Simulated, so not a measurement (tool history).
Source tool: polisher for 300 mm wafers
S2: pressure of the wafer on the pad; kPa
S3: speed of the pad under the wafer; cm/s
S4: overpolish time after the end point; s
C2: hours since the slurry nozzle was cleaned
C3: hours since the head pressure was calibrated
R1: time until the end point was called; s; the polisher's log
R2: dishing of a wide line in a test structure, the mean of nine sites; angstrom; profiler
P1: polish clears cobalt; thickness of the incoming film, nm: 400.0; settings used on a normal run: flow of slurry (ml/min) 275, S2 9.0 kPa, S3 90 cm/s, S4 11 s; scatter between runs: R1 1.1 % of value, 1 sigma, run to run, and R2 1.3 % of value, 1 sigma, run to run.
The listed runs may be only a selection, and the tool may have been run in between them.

{"run": 1, "day": 0.267, "flow of slurry (ml/min)": 275, "S2": 9.0, "S3": 90, "S4": 11, "wafers polished on this pad": 146, "C2": 284.5, "C3": 1059.3, "R1": 144.61, "R2": 196.69}
{"run": 2, "day": 0.496, "flow of slurry (ml/min)": 275, "S2": 9.0, "S3": 90, "S4": 11, "wafers polished on this pad": 179, "C2": 290.0, "C3": 1064.8, "R1": 144.84, "R2": 197.55}
{"run": 3, "day": 0.725, "flow of slurry (ml/min)": 275, "S2": 9.0, "S3": 90, "S4": 11, "wafers polished on this pad": 212, "C2": 295.5, "C3": 1070.3, "R1": 142.93, "R2": 198.98}
{"run": 4, "day": 0.904, "flow of slurry (ml/min)": 275, "S2": 13.8, "S3": 90, "S4": 6, "wafers polished on this pad": 237, "C2": 299.8, "C3": 1074.6, "R1": 94.04, "R2": 171.76}
{"run": 5, "day": 1.112, "flow of slurry (ml/min)": 275, "S2": 14.5, "S3": 90, "S4": 11, "wafers polished on this pad": 267, "C2": 304.8, "C3": 1079.6, "R1": 89.769, "R2": 246.36}
{"run": 6, "day": 1.25, "flow of slurry (ml/min)": 275, "S2": 9.0, "S3": 90, "S4": 3, "wafers polished on this pad": 287, "C2": 308.1, "C3": 1082.9, "R1": 147.23, "R2": 73.401}
{"run": 7, "day": 1.417, "flow of slurry (ml/min)": 275, "S2": 9.0, "S3": 90, "S4": 11, "wafers polished on this pad": 311, "C2": 312.1, "C3": 1086.9, "R1": 144.13, "R2": 194.82}
{"run": 8, "day": 1.675, "flow of slurry (ml/min)": 275, "S2": 9.0, "S3": 90, "S4": 22, "wafers polished on this pad": 348, "C2": 318.3, "C3": 1093.1, "R1": 143.27, "R2": 268.34}
{"run": 9, "day": 1.812, "flow of slurry (ml/min)": 165, "S2": 9.0, "S3": 90, "S4": 11, "wafers polished on this pad": 367, "C2": 321.6, "C3": 1096.4, "R1": 151.52, "R2": 189.65}
{"run": 10, "day": 2.071, "flow of slurry (ml/min)": 275, "S2": 9.0, "S3": 40, "S4": 11, "wafers polished on this pad": 404, "C2": 327.8, "C3": 1102.6, "R1": 317.95, "R2": 108.95}
{"run": 11, "day": 2.208, "flow of slurry (ml/min)": 275, "S2": 9.0, "S3": 90, "S4": 11, "wafers polished on this pad": 424, "C2": 331.1, "C3": 1105.9, "R1": 143.41, "R2": 194.01}
{"run": 12, "day": 2.325, "flow of slurry (ml/min)": 275, "S2": 9.0, "S3": 90, "S4": 11, "wafers polished on this pad": 440, "C2": 333.9, "C3": 1108.7, "R1": 143.43, "R2": 196.72}
{"run": 13, "day": 2.579, "flow of slurry (ml/min)": 275, "S2": 9.0, "S3": 134, "S4": 11, "wafers polished on this pad": 477, "C2": 340.0, "C3": 1114.8, "R1": 95.521, "R2": 241.03}
{"run": 14, "day": 2.779, "flow of slurry (ml/min)": 375, "S2": 9.0, "S3": 90, "S4": 11, "wafers polished on this pad": 505, "C2": 344.8, "C3": 1119.6, "R1": 142.18, "R2": 197.39}
{"run": 15, "day": 2.979, "flow of slurry (ml/min)": 275, "S2": 4.1, "S3": 90, "S4": 11, "wafers polished on this pad": 534, "C2": 349.6, "C3": 1124.4, "R1": 317.9, "R2": 115.1}
{"run": 16, "day": 3.158, "flow of slurry (ml/min)": 275, "S2": 9.0, "S3": 90, "S4": 11, "wafers polished on this pad": 559, "C2": 353.9, "C3": 1128.7, "R1": 142.73, "R2": 200.92}
{"run": 17, "day": 3.292, "flow of slurry (ml/min)": 275, "S2": 9.0, "S3": 90, "S4": 11, "wafers polished on this pad": 578, "C2": 357.1, "C3": 1131.9, "R1": 148.84, "R2": 191.23}
{"run": 18, "day": 3.508, "flow of slurry (ml/min)": 275, "S2": 9.0, "S3": 90, "S4": 11, "wafers polished on this pad": 609, "C2": 362.3, "C3": 1137.1, "R1": 148.05, "R2": 192.23}
{"run": 19, "day": 3.667, "flow of slurry (ml/min)": 275, "S2": 9.0, "S3": 90, "S4": 11, "wafers polished on this pad": 632, "C2": 366.1, "C3": 1140.9, "R1": 151.72, "R2": 192.19}

For run 20, what comes out?
{"run": 20, "day": 3.829, "flow of slurry (ml/min)": 275, "S2": 9.0, "S3": 90, "S4": 11, "wafers polished on this pad": 655, "C2": 370.0, "C3": 1144.8, "R1": "?", "R2": "?"}

Run 20 came out at R1 149.040 s, R2 192.470 angstrom.
